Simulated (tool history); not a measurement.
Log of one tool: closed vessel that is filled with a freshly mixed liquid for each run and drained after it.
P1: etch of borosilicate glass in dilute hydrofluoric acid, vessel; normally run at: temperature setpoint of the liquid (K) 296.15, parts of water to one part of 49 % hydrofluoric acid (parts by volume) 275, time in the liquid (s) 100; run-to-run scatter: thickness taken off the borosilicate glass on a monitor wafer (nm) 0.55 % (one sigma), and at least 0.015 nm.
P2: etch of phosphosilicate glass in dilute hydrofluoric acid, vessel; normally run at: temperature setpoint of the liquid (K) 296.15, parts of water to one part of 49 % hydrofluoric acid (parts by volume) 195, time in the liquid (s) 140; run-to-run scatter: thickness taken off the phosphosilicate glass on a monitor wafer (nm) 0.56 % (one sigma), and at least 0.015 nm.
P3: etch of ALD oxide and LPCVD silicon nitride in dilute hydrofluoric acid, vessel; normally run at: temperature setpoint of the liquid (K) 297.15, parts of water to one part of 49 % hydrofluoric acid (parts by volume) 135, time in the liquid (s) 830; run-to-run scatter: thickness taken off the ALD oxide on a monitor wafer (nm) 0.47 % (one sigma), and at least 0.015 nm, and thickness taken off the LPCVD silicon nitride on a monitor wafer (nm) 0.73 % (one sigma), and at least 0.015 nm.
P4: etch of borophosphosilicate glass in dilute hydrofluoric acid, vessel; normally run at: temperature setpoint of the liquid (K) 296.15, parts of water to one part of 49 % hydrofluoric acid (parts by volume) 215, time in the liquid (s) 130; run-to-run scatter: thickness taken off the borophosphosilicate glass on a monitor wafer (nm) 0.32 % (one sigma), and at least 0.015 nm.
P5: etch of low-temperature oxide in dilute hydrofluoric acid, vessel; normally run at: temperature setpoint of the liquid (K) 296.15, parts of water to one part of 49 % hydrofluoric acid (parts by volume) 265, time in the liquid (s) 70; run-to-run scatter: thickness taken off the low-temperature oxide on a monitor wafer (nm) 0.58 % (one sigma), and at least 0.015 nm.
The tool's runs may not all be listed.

| run | day | process that ran | temperature setpoint of the liquid (K) | parts of water to one part of 49 % hydrofluoric acid (parts by volume) | time in the liquid (s) | hours since the thermometer was replaced | hours since the hydrofluoric acid flow meter was replaced | thickness taken off the borosilicate glass on a monitor wafer (nm) | thickness taken off the low-temperature oxide on a monitor wafer (nm) | thickness taken off the ALD oxide on a monitor wafer (nm) | thickness taken off the LPCVD silicon nitride on a monitor wafer (nm) | thickness taken off the borophosphosilicate glass on a monitor wafer (nm) | thickness taken off the phosphosilicate glass on a monitor wafer (nm) |
|---|---|---|---|---|---|---|---|---|---|---|---|---|---|
| 1 | 0.096 | P1 | 296.15 | 275 | 100 | 138.3 | 1697.6 | 7.6161 |  |  |  |  |  |
| 2 | 0.271 | P5 | 296.15 | 90 | 70 | 142.5 | 1701.8 |  | 14.9540 |  |  |  |  |
| 3 | 0.425 | P3 | 297.15 | 135 | 30 | 146.2 | 1705.5 |  |  | 2.018 | 0.10333 |  |  |
| 4 | 0.542 | P5 | 296.15 | 265 | 70 | 149.0 | 1708.3 |  | 4.2069 |  |  |  |  |
| 5 | 0.700 | P4 | 296.15 | 215 | 130 | 152.8 | 1712.1 |  |  |  |  | 21.340 |  |
| 6 | 0.788 | P1 | 291.65 | 275 | 170 | 154.9 | 1714.2 | 10.9940 |  |  |  |  |  |
| 7 | 0.938 | P3 | 297.15 | 135 | 830 | 158.5 | 1717.8 |  |  | 56.035 | 2.89950 |  |  |
| 8 | 1.088 | P4 | 292.65 | 215 | 130 | 162.1 | 1721.4 |  |  |  |  | 18.783 |  |
| 9 | 1.188 | P2 | 296.15 | 285 | 140 | 164.5 | 1723.8 |  |  |  |  |  | 30.902 |
| 10 | 1.304 | P1 | 296.15 | 275 | 30 | 167.3 | 1726.6 | 2.3172 |  |  |  |  |  |
| 11 | 1.396 | P5 | 296.15 | 265 | 30 | 169.5 | 1728.8 |  | 1.8167 |  |  |  |  |
| 12 | 1.538 | P5 | 300.65 | 265 | 70 | 172.9 | 1732.2 |  | 4.9572 |  |  |  |  |
| 13 | 1.646 | P1 | 296.15 | 275 | 100 | 175.5 | 1734.8 | 7.6620 |  |  |  |  |  |
| 14 | 1.825 | P1 | 296.15 | 65 | 140 | 179.8 | 1739.1 | 56.8650 |  |  |  |  |  |
| 15 | 1.996 | P4 | 296.15 | 215 | 205 | 183.9 | 1743.2 |  |  |  |  | 33.834 |  |
| 16 | 2.083 | P3 | 297.15 | 225 | 830 | 186.0 | 1745.3 |  |  | 30.319 | 1.71960 |  |  |
| 17 | 2.225 | P2 | 296.15 | 195 | 140 | 189.4 | 1748.7 |  |  |  |  |  | 49.400 |
| 18 | 2.375 | P1 | 296.15 | 45 | 100 | 193.0 | 1752.3 | 60.0520 |  |  |  |  |  |
| 19 | 2.467 | P4 | 296.15 | 85 | 130 | 195.2 | 1754.5 |  |  |  |  | 62.954 |  |
| 20 | 2.617 | P1 | 291.65 | 275 | 100 | 198.8 | 1758.1 | 6.4709 |  |  |  |  |  |
| 21 | 2.754 | P1 | 296.15 | 275 | 100 | 202.1 | 1761.4 | 7.5792 |  |  |  |  |  |
| 22 | 2.917 | P2 | 291.15 | 195 | 140 | 206.0 | 1765.3 |  |  |  |  |  | 40.748 |
| 23 | 3.071 | P1 | 296.15 | 275 | 160 | 209.7 | 1769.0 | 12.2250 |  |  |  |  |  |
| 24 | 3.225 | P2 | 296.15 | 195 | 260 | 213.4 | 1772.7 |  |  |  |  |  | 92.075 |
| 25 | 3.388 | P1 | 296.15 | 275 | 100 | 217.3 | 1776.6 | 7.5711 |  |  |  |  |  |
| 26 | 3.554 | P1 | 301.65 | 275 | 100 | 221.3 | 1780.6 | 9.1407 |  |  |  |  |  |
| 27 | 3.671 | P1 | 296.15 | 275 | 100 | 224.1 | 1783.4 | 7.6420 |  |  |  |  |  |
| 28 | 3.762 | P3 | 290.15 | 135 | 830 | 226.3 | 1785.6 |  |  | 42.296 | 1.79400 |  |  |
| 29 | 3.896 | P1 | 296.15 | 480 | 100 | 229.5 | 1788.8 | 3.6157 |  |  |  |  |  |
| 30 | 4.054 | P1 | 296.15 | 275 | 100 | 233.3 | 1792.6 | 7.5557 |  |  |  |  |  |
| 31 | 4.229 | P2 | 296.15 | 195 | 140 | 237.5 | 1796.8 |  |  |  |  |  | 49.352 |
| 32 | 4.350 | P1 | 296.15 | 275 | 100 | 240.4 | 1799.7 | 7.6557 |  |  |  |  |  |
| 33 | 4.483 | P1 | 296.15 | 275 | 100 | 243.6 | 1802.9 | 7.7554 |  |  |  |  |  |
| 34 | 4.567 | P1 | 296.15 | 275 | 100 | 245.6 | 1804.9 | 7.8829 |  |  |  |  |  |
| 35 | 4.696 | P1 | 296.15 | 275 | 100 | 248.7 | 1808.0 | 8.1264 |  |  |  |  |  |
| 36 | 4.775 | P1 | 296.15 | 275 | 100 | 250.6 | 1809.9 | 8.1151 |  |  |  |  |  |
| 37 | 4.946 | P1 | 296.15 | 275 | 100 | 254.7 | 1814.0 | 8.1871 |  |  |  |  |  |
| 38 | 5.121 | P1 | 296.15 | 275 | 100 | 258.9 | 1818.2 | 8.2650 |  |  |  |  |  |
| 39 | 5.233 | P1 | 296.15 | 275 | 100 | 261.6 | 1820.9 | 8.1582 |  |  |  |  |  |
| 40 | 5.379 | P1 | 296.15 | 275 | 100 | 265.1 | 1824.4 | 8.2280 |  |  |  |  |  |
| 41 | 5.538 | P1 | 296.15 | 275 | 100 | 268.9 | 1828.2 | 8.2362 |  |  |  |  |  |
| 42 | 5.654 | P1 | 296.15 | 275 | 100 | 271.7 | 1831.0 | 8.3469 |  |  |  |  |  |

What P1 gives has crept away from where it was. These 2 causes fit the log equally well, each at the size given:
A: hydrofluoric acid flow above the setpoint (%) = 6.47
B: liquid hotter than its thermometer reads (K) = 2.25
The creep began at about day 4.350.

4 check runs are offered, one wafer each, their results left as question marks. Which one tells the causes apart?
| check 1 | 5.771 | P3 | 297.15 | 135 | 830 |  |  |  |  | ? | ? |  |  |
| check 2 | 5.771 | P4 | 296.15 | 215 | 130 |  |  |  |  |  |  | ? |  |
| check 3 | 5.771 | P5 | 296.15 | 265 | 70 |  |  |  | ? |  |  |  |  |
| check 4 | 5.771 | P2 | 296.15 | 195 | 140 |  |  |  |  |  |  |  | ? |

What each check would give under each cause:
| check | result | if A | if B |
|---|---|---|---|
| check 1 | thickness taken off the ALD oxide on a monitor wafer (nm) | 59.929 | 60.754 |
| check 1 | thickness taken off the LPCVD silicon nitride on a monitor wafer (nm) | 3.04580 | 3.30840 |
| check 2 | thickness taken off the borophosphosilicate glass on a monitor wafer (nm) | 23.155 | 23.293 |
| check 3 | thickness taken off the low-temperature oxide on a monitor wafer (nm) | 4.5636 | 4.5684 |
| check 4 | thickness taken off the phosphosilicate glass on a monitor wafer (nm) | 53.269 | 53.698 |
How far apart the two closest causes lie, in the result that separates them most: check 1 8.27 %; check 2 0.59 %; check 3 0.11 %; check 4 0.8 %
Only check 1 tells the causes apart: in the others they would give nearly the same result.

Check 1 was then run and gave: thickness taken off the ALD oxide on a monitor wafer (nm) 60.376; thickness taken off the LPCVD silicon nitride on a monitor wafer (nm) 3.30380. Which cause is it?

It is B: liquid hotter than its thermometer reads (K).
